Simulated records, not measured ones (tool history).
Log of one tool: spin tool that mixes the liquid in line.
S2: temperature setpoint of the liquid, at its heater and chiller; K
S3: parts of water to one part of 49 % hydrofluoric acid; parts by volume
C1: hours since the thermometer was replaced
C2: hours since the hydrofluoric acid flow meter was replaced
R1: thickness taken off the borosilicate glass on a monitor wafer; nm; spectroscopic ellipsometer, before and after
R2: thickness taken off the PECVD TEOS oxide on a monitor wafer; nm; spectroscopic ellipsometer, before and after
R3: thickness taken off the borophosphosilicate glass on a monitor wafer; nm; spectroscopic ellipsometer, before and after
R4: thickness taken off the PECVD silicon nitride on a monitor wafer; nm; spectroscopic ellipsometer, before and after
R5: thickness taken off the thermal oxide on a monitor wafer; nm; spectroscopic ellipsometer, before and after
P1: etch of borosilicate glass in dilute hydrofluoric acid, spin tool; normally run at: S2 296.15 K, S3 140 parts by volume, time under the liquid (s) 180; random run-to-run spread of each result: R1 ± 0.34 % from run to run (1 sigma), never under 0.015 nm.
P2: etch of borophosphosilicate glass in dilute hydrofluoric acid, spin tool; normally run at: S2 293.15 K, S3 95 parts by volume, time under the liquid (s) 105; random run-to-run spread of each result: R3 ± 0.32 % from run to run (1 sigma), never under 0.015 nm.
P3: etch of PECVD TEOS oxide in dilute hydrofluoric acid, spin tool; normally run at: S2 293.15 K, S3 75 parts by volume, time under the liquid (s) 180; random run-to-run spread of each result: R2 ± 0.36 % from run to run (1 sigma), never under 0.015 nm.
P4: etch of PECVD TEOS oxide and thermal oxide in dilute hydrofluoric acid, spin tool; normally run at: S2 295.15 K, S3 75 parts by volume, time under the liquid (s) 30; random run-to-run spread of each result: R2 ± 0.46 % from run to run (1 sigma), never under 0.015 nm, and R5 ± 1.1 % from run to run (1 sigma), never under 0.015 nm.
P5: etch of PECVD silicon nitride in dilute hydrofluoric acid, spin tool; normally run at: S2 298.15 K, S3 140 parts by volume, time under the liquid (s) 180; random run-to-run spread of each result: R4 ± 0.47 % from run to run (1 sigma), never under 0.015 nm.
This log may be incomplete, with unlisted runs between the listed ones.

Run 1, hour 11.8: process that ran P1, S2 296.15 K, S3 140 parts by volume, time under the liquid (s) 180; C1 388.9; C2 1127.4. Result: R1 25.039 nm.
Run 2, hour 25.8: process that ran P3, S2 293.15 K, S3 75 parts by volume, time under the liquid (s) 180; C1 402.9; C2 1141.4. Result: R2 45.916 nm.
Run 3, hour 33.5: process that ran P2, S2 293.15 K, S3 95 parts by volume, time under the liquid (s) 105; C1 410.6; C2 1149.1. Result: R3 54.685 nm.
Run 4, hour 46.6: process that ran P2, S2 293.15 K, S3 95 parts by volume, time under the liquid (s) 105; C1 423.7; C2 1162.2. Result: R3 54.626 nm.
Run 5, hour 56.4: process that ran P3, S2 290.15 K, S3 75 parts by volume, time under the liquid (s) 180; C1 433.5; C2 1172. Result: R2 40.461 nm.
Run 6, hour 67: process that ran P2, S2 290.15 K, S3 95 parts by volume, time under the liquid (s) 105; C1 444.1; C2 1182.6. Result: R3 48.595 nm.
Run 7, hour 74.8: process that ran P5, S2 298.15 K, S3 140 parts by volume, time under the liquid (s) 25; C1 451.9; C2 1190.4. Result: R4 0.71531 nm.
Run 8, hour 85.1: process that ran P5, S2 292.15 K, S3 140 parts by volume, time under the liquid (s) 180; C1 462.2; C2 1200.7. Result: R4 3.535 nm.
Run 9, hour 94.9: process that ran P1, S2 296.15 K, S3 220 parts by volume, time under the liquid (s) 85; C1 472; C2 1210.5. Result: R1 6.8041 nm.
Run 10, hour 109.1: process that ran P4, S2 295.15 K, S3 75 parts by volume, time under the liquid (s) 30; C1 486.2; C2 1224.7. Result: R2 7.2241 nm, R5 1.7041 nm.
At hour 116: thermometer replaced.
Run 11, hour 121.2: process that ran P1, S2 296.15 K, S3 235 parts by volume, time under the liquid (s) 180; C1 5.2; C2 1236.8. Result: R1 13.399 nm.
Run 12, hour 129.9: process that ran P1, S2 290.15 K, S3 140 parts by volume, time under the liquid (s) 180; C1 13.9; C2 1245.5. Result: R1 19.596 nm.
Run 13, hour 138.8: process that ran P1, S2 296.15 K, S3 140 parts by volume, time under the liquid (s) 320; C1 22.8; C2 1254.4. Result: R1 44.214 nm.
Run 14, hour 149.9: process that ran P4, S2 295.15 K, S3 35 parts by volume, time under the liquid (s) 30; C1 33.9; C2 1265.5. Result: R2 16.306 nm, R5 3.9526 nm.
Run 15, hour 157.7: process that ran P4, S2 295.15 K, S3 75 parts by volume, time under the liquid (s) 30; C1 41.7; C2 1273.3. Result: R2 7.2004 nm, R5 1.7241 nm.
Run 16, hour 171.3: process that ran P1, S2 296.15 K, S3 40 parts by volume, time under the liquid (s) 100; C1 55.3; C2 1286.9. Result: R1 54.639 nm.
Run 17, hour 181.3: process that ran P2, S2 293.15 K, S3 95 parts by volume, time under the liquid (s) 30; C1 65.3; C2 1296.9. Result: R3 15.599 nm.
Run 18, hour 193.8: process that ran P1, S2 296.15 K, S3 140 parts by volume, time under the liquid (s) 180; C1 77.8; C2 1309.4. Result: R1 24.8 nm.
Run 19, hour 205.2: process that ran P1, S2 296.15 K, S3 140 parts by volume, time under the liquid (s) 180; C1 89.2; C2 1320.8. Result: R1 24.836 nm.
Run 20, hour 211.6: process that ran P5, S2 298.15 K, S3 35 parts by volume, time under the liquid (s) 180; C1 95.6; C2 1327.2. Result: R4 20.645 nm.
Run 21, hour 225.4: process that ran P4, S2 295.15 K, S3 75 parts by volume, time under the liquid (s) 60; C1 109.4; C2 1341. Result: R2 14.469 nm, R5 3.4477 nm.
Run 22, hour 233.5: process that ran P1, S2 296.15 K, S3 40 parts by volume, time under the liquid (s) 180; C1 117.5; C2 1349.1. Result: R1 98.306 nm.
At hour 234.6: hydrofluoric acid flow meter replaced.
Run 23, hour 244.1: process that ran P3, S2 293.15 K, S3 35 parts by volume, time under the liquid (s) 180; C1 128.1; C2 9.5. Result: R2 102.83 nm.
Run 24, hour 255.4: process that ran P1, S2 301.65 K, S3 140 parts by volume, time under the liquid (s) 180; C1 139.4; C2 20.8. Result: R1 30.469 nm.
Run 25, hour 266.4: process that ran P3, S2 293.15 K, S3 75 parts by volume, time under the liquid (s) 295; C1 150.4; C2 31.8. Result: R2 75.333 nm.
Run 26, hour 279.9: process that ran P4, S2 300.15 K, S3 75 parts by volume, time under the liquid (s) 30; C1 163.9; C2 45.3. Result: R2 8.8963 nm, R5 2.159 nm.
Run 27, hour 294.4: process that ran P5, S2 298.15 K, S3 140 parts by volume, time under the liquid (s) 180; C1 178.4; C2 59.8. Result: R4 5.2809 nm.
Run 28, hour 301.4: process that ran P2, S2 293.15 K, S3 60 parts by volume, time under the liquid (s) 105; C1 185.4; C2 66.8. Result: R3 90.696 nm.
Run 29, hour 314.1: process that ran P1, S2 290.15 K, S3 140 parts by volume, time under the liquid (s) 65; C1 198.1; C2 79.5. Result: R1 7.0769 nm.
Run 30, hour 326.2: process that ran P1, S2 296.15 K, S3 140 parts by volume, time under the liquid (s) 70; C1 210.2; C2 91.6. Result: R1 9.6724 nm.
Run 31, hour 340: process that ran P1, S2 296.15 K, S3 140 parts by volume, time under the liquid (s) 180; C1 224; C2 105.4. Result: R1 24.695 nm.
Run 32, hour 352.4: process that ran P1, S2 296.15 K, S3 140 parts by volume, time under the liquid (s) 180; C1 236.4; C2 117.8. Result: R1 24.967 nm.
Run 33, hour 363.7: process that ran P1, S2 296.15 K, S3 140 parts by volume, time under the liquid (s) 180; C1 247.7; C2 129.1. Result: R1 25.696 nm.
Run 34, hour 375.8: process that ran P1, S2 296.15 K, S3 140 parts by volume, time under the liquid (s) 180; C1 259.8; C2 141.2. Result: R1 25.873 nm.
Run 35, hour 389: process that ran P1, S2 296.15 K, S3 140 parts by volume, time under the liquid (s) 180; C1 273; C2 154.4. Result: R1 26 nm.
Run 36, hour 400.2: process that ran P1, S2 296.15 K, S3 140 parts by volume, time under the liquid (s) 180; C1 284.2; C2 165.6. Result: R1 26.113 nm.
Run 37, hour 414.2: process that ran P1, S2 296.15 K, S3 140 parts by volume, time under the liquid (s) 180; C1 298.2; C2 179.6. Result: R1 26.325 nm.
Run 38, hour 423.8: process that ran P1, S2 296.15 K, S3 140 parts by volume, time under the liquid (s) 180; C1 307.8; C2 189.2. Result: R1 26.313 nm.
Run 39, hour 432.6: process that ran P1, S2 296.15 K, S3 140 parts by volume, time under the liquid (s) 180; C1 316.6; C2 198. Result: R1 26.231 nm.

What P1 gives has crept away from where it was. These 2 causes fit the log equally well, each at the size given:
A: hydrofluoric acid flow above the setpoint (%) = 5.02
B: liquid hotter than its thermometer reads (K) = 1.47
Creep in the process output first set in at about hour 352.4.

Question marks stand in for the results of the 4 check runs listed below, each run on one wafer. Under which run would the listed causes show clearly different results?
Run check 1, hour 441.4: process that ran P4, S2 295.15 K, S3 75 parts by volume, time under the liquid (s) 30. Result: R2 ?, R5 ?.
Run check 2, hour 441.4: process that ran P2, S2 293.15 K, S3 95 parts by volume, time under the liquid (s) 105. Result: R3 ?.
Run check 3, hour 441.4: process that ran P3, S2 293.15 K, S3 75 parts by volume, time under the liquid (s) 180. Result: R2 ?.
Run check 4, hour 441.4: process that ran P5, S2 298.15 K, S3 140 parts by volume, time under the liquid (s) 180. Result: R4 ?.

Expected result of each check under each candidate cause:
  check  result    if A    if B
check 1      R2  7.6376  7.6877
check 1      R5  1.8509   1.863
check 2      R3  57.726  58.078
check 3      R2  48.636  49.016
check 4      R4  5.5277  5.7833
Smallest distance between any two causes, each pair judged by its most separating result, in per cent: check 1 0.65 %; check 2 0.61 %; check 3 0.78 %; check 4 4.52 %
The causes can be told apart only by check 4. The other checks would give nearly the same results under each of them.

Check 4 was carried out, with these results: R4 5.7609 nm. Which of the listed causes is responsible?

B is the cause: liquid hotter than its thermometer reads (K).

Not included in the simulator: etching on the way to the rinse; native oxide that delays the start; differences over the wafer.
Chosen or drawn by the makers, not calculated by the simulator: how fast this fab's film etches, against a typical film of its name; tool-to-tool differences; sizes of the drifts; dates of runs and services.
